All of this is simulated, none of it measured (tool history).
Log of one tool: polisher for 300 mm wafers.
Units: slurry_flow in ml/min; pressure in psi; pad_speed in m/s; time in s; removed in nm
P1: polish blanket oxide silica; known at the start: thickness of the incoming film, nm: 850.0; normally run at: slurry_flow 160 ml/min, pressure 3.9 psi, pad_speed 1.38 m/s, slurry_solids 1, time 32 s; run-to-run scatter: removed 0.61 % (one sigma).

run	hour	slurry_flow	pressure	pad_speed	slurry_solids	time	removed
1	8.3	160	3.9	1.38	1	32	93.501
2	20.9	160	3.9	1.76	1	32	112.82
3	30.2	160	3.9	1.38	1	32	93.752
4	45.8	160	3.9	1.38	1	32	94.146
5	53.4	160	2.3	1.38	1	32	55.24
6	63.6	160	3.9	1.38	1	40	116.95
7	76.3	160	6	1.38	1	32	143.16
8	91.7	160	2.4	1.38	1	47	84.271
9	106.2	160	3.9	1.38	0.6	32	71.833
10	120.7	160	3.9	1.38	1.45	32	109.04
11	133	160	3.9	1.38	1	32	93.77
12	146.9	245	3.9	1.38	1	32	98.827
13	160.6	160	3.9	1.38	1	32	93.17
14	174.6	160	3.9	1.38	1	14	41.153
15	184.7	160	3.9	0.62	1	32	49.401
16	197.1	160	3.9	1.38	1	32	93.402

The next listed run, before its measurement:
17	207.4	105	3.9	1.38	1	32	?

removed: 85.496 nm
